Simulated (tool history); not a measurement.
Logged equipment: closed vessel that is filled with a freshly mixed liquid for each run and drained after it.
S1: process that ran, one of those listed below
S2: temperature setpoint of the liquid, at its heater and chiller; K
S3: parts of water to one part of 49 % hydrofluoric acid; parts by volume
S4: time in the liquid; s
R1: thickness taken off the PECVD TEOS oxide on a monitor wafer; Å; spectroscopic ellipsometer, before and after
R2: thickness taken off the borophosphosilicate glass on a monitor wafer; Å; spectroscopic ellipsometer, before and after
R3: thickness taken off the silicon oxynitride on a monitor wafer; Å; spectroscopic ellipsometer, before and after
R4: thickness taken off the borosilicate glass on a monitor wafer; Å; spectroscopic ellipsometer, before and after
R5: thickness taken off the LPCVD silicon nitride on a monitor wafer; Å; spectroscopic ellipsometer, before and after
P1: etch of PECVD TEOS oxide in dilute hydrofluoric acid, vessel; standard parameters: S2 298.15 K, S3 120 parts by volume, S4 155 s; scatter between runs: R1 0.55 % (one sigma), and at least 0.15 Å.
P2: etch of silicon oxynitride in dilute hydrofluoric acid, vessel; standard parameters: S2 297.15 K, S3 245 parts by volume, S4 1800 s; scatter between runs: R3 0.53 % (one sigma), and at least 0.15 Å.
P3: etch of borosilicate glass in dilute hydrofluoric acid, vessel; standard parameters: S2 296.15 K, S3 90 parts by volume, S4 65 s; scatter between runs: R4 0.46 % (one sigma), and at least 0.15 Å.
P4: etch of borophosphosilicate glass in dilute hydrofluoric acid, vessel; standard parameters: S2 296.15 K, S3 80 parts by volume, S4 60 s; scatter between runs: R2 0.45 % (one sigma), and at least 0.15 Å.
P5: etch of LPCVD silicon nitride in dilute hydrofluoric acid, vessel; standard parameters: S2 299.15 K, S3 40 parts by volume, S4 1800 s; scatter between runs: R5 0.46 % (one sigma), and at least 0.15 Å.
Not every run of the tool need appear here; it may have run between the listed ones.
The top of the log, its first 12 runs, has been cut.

run	hour	S1	S2	S3	S4	R1	R2	R3	R4	R5
13	180.5	P5	305.15	40	1800					446.9
14	189	P1	293.15	175	155	104.09				
15	207.1	P4	296.15	80	60		468.95			
16	221.8	P5	299.15	40	1800					301.83
17	235.2	P3	296.15	150	65				93.88	
18	245.4	P1	290.65	120	155	144.67				
19	257.7	P4	296.15	80	60		468.31			
20	266.9	P3	303.65	90	65				225.96	
21	284.8	P1	298.15	55	220	656.46				
22	300.5	P3	296.15	90	125				325.14	
23	316.4	P1	298.15	210	155	99.544				
24	327.5	P1	298.15	120	235	298.1				
25	338.5	P5	299.15	40	1800					305.53

Forecast run 26:
26	357.5	P1	298.15	120	65	?				

R1: 81.455 Å

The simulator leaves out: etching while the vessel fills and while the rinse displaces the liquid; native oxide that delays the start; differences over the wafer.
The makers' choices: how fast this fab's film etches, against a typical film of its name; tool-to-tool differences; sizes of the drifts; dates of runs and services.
